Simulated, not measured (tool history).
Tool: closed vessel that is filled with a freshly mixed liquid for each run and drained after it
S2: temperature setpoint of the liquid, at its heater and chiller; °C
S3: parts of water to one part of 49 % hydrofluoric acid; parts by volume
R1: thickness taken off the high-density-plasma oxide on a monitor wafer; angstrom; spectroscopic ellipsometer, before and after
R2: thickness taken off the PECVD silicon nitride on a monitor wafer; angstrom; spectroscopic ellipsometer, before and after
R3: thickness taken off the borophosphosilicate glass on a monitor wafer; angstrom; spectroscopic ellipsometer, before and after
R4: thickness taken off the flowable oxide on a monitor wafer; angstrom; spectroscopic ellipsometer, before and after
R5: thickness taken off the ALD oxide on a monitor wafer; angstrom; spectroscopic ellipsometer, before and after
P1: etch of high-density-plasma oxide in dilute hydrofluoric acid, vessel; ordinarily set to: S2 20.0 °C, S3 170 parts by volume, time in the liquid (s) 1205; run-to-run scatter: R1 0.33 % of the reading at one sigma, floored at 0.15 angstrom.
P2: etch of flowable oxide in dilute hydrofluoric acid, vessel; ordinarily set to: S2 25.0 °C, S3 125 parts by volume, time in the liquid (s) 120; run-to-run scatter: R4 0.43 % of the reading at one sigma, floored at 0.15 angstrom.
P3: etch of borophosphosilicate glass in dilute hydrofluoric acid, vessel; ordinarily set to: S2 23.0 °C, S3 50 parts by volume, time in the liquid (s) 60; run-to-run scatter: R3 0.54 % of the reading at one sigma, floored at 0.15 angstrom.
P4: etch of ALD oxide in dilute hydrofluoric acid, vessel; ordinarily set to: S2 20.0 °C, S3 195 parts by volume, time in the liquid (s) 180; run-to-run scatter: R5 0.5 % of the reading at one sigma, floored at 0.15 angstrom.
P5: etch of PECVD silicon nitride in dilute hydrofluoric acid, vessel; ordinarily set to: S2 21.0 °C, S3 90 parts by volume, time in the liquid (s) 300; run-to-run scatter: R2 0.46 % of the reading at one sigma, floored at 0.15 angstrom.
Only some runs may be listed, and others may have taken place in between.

{"run": 1, "hour": 9.9, "process that ran": "P1", "S2": 20.0, "S3": 170, "time in the liquid (s)": 1205, "R1": 336.0}
{"run": 2, "hour": 22.3, "process that ran": "P5", "S2": 21.0, "S3": 135, "time in the liquid (s)": 300, "R2": 102.5}
{"run": 3, "hour": 38.7, "process that ran": "P1", "S2": 20.0, "S3": 170, "time in the liquid (s)": 1205, "R1": 335.08}
{"run": 4, "hour": 48.8, "process that ran": "P3", "S2": 23.0, "S3": 20, "time in the liquid (s)": 60, "R3": 1629.8}
{"run": 5, "hour": 64.4, "process that ran": "P1", "S2": 20.0, "S3": 170, "time in the liquid (s)": 2175, "R1": 608.89}
{"run": 6, "hour": 82.8, "process that ran": "P1", "S2": 27.5, "S3": 170, "time in the liquid (s)": 1205, "R1": 448.52}
{"run": 7, "hour": 94.5, "process that ran": "P2", "S2": 25.0, "S3": 70, "time in the liquid (s)": 120, "R4": 560.27}
{"run": 8, "hour": 104.6, "process that ran": "P1", "S2": 20.0, "S3": 170, "time in the liquid (s)": 1205, "R1": 336.69}
{"run": 9, "hour": 120.2, "process that ran": "P5", "S2": 26.5, "S3": 90, "time in the liquid (s)": 300, "R2": 221.36}
{"run": 10, "hour": 135.3, "process that ran": "P5", "S2": 21.0, "S3": 90, "time in the liquid (s)": 50, "R2": 25.473}
{"run": 11, "hour": 152.4, "process that ran": "P1", "S2": 20.0, "S3": 170, "time in the liquid (s)": 75, "R1": 21.151}
{"run": 12, "hour": 168.8, "process that ran": "P3", "S2": 29.5, "S3": 50, "time in the liquid (s)": 60, "R3": 814.88}
{"run": 13, "hour": 186.9, "process that ran": "P1", "S2": 17.0, "S3": 170, "time in the liquid (s)": 1205, "R1": 297.9}
{"run": 14, "hour": 199.6, "process that ran": "P5", "S2": 21.0, "S3": 90, "time in the liquid (s)": 300, "R2": 153.14}
{"run": 15, "hour": 212.4, "process that ran": "P2", "S2": 25.0, "S3": 125, "time in the liquid (s)": 120, "R4": 292.92}
{"hour": 213.7, "done": "thermometer replaced"}
{"run": 16, "hour": 223.9, "process that ran": "P2", "S2": 25.0, "S3": 125, "time in the liquid (s)": 120, "R4": 292.66}
{"run": 17, "hour": 233.9, "process that ran": "P2", "S2": 25.0, "S3": 125, "time in the liquid (s)": 185, "R4": 449.19}
{"run": 18, "hour": 247.9, "process that ran": "P4", "S2": 17.0, "S3": 195, "time in the liquid (s)": 180, "R5": 80.708}
{"run": 19, "hour": 258.5, "process that ran": "P3", "S2": 23.0, "S3": 50, "time in the liquid (s)": 30, "R3": 317.15}
{"hour": 269.4, "done": "hydrofluoric acid flow meter replaced"}
{"run": 20, "hour": 270.5, "process that ran": "P3", "S2": 23.0, "S3": 50, "time in the liquid (s)": 60, "R3": 626.74}
{"run": 21, "hour": 287.9, "process that ran": "P1", "S2": 20.0, "S3": 170, "time in the liquid (s)": 1205, "R1": 338.67}
{"run": 22, "hour": 300.9, "process that ran": "P4", "S2": 20.0, "S3": 355, "time in the liquid (s)": 180, "R5": 43.677}
{"run": 23, "hour": 316.5, "process that ran": "P1", "S2": 26.0, "S3": 90, "time in the liquid (s)": 1205, "R1": 880.6}
{"run": 24, "hour": 333.7, "process that ran": "P4", "S2": 20.0, "S3": 195, "time in the liquid (s)": 30, "R5": 15.364}
{"run": 25, "hour": 344.5, "process that ran": "P1", "S2": 20.0, "S3": 105, "time in the liquid (s)": 1205, "R1": 583.58}
{"run": 26, "hour": 355.0, "process that ran": "P1", "S2": 20.0, "S3": 275, "time in the liquid (s)": 1205, "R1": 188.9}
{"run": 27, "hour": 369.7, "process that ran": "P2", "S2": 20.5, "S3": 125, "time in the liquid (s)": 120, "R4": 243.36}
{"run": 28, "hour": 384.0, "process that ran": "P4", "S2": 20.0, "S3": 195, "time in the liquid (s)": 180, "R5": 90.724}
{"run": 29, "hour": 394.2, "process that ran": "P1", "S2": 20.0, "S3": 170, "time in the liquid (s)": 1205, "R1": 336.26}
{"run": 30, "hour": 403.5, "process that ran": "P1", "S2": 20.0, "S3": 170, "time in the liquid (s)": 1205, "R1": 343.07}
{"run": 31, "hour": 416.7, "process that ran": "P1", "S2": 20.0, "S3": 170, "time in the liquid (s)": 1205, "R1": 351.64}
{"run": 32, "hour": 433.7, "process that ran": "P1", "S2": 20.0, "S3": 170, "time in the liquid (s)": 1205, "R1": 356.08}
{"run": 33, "hour": 452.9, "process that ran": "P1", "S2": 20.0, "S3": 170, "time in the liquid (s)": 1205, "R1": 359.87}
{"run": 34, "hour": 471.9, "process that ran": "P1", "S2": 20.0, "S3": 170, "time in the liquid (s)": 1205, "R1": 364.94}
{"run": 35, "hour": 480.6, "process that ran": "P1", "S2": 20.0, "S3": 170, "time in the liquid (s)": 1205, "R1": 362.75}
{"run": 36, "hour": 494.6, "process that ran": "P1", "S2": 20.0, "S3": 170, "time in the liquid (s)": 1205, "R1": 366.06}
{"run": 37, "hour": 511.6, "process that ran": "P1", "S2": 20.0, "S3": 170, "time in the liquid (s)": 1205, "R1": 362.93}
{"run": 38, "hour": 520.6, "process that ran": "P1", "S2": 20.0, "S3": 170, "time in the liquid (s)": 1205, "R1": 364.07}
{"run": 39, "hour": 534.3, "process that ran": "P1", "S2": 20.0, "S3": 170, "time in the liquid (s)": 1205, "R1": 363.65}

What P1 gives has crept off from where it sat before. The 2 causes that follow fit the log equally well, each at the size noted:
A: liquid hotter than its thermometer reads (K) = 2.04
B: hydrofluoric acid flow above the setpoint (%) = 7
The creep began at about hour 394.2.

Below are 4 check runs, each on a single wafer, with their results shown as question marks. Which of them would tell the listed causes apart, meaning the causes would give clearly different results under it?
{"run": "check 1", "hour": 548.0, "process that ran": "P4", "S2": 20.0, "S3": 195, "time in the liquid (s)": 180, "R5": "?"}
{"run": "check 2", "hour": 548.0, "process that ran": "P2", "S2": 25.0, "S3": 125, "time in the liquid (s)": 120, "R4": "?"}
{"run": "check 3", "hour": 548.0, "process that ran": "P5", "S2": 21.0, "S3": 90, "time in the liquid (s)": 300, "R2": "?"}
{"run": "check 4", "hour": 548.0, "process that ran": "P3", "S2": 23.0, "S3": 50, "time in the liquid (s)": 60, "R3": "?"}

Predicted outcomes, by check and by cause:
check=check_1 result=R5 if_A=98.940 if_B=99.159
check=check_2 result=R4 if_A=316.28 if_B=316.22
check=check_3 result=R2 if_A=175.130 if_B=163.130
check=check_4 result=R3 if_A=684.00 if_B=675.79
Distance between the nearest two causes, measured in the result of the check that separates them most: check 1 0.22 %; check 2 0.02 %; check 3 7.1 %; check 4 1.21 %
Of the check runs offered, only check 3 discriminates between the causes; the rest would read about the same regardless of which cause applies.

With check 3 done, the readings were: R2 161.850 angstrom. Identify which of the listed causes applies.

Of the candidate causes, it is B: hydrofluoric acid flow above the setpoint (%).

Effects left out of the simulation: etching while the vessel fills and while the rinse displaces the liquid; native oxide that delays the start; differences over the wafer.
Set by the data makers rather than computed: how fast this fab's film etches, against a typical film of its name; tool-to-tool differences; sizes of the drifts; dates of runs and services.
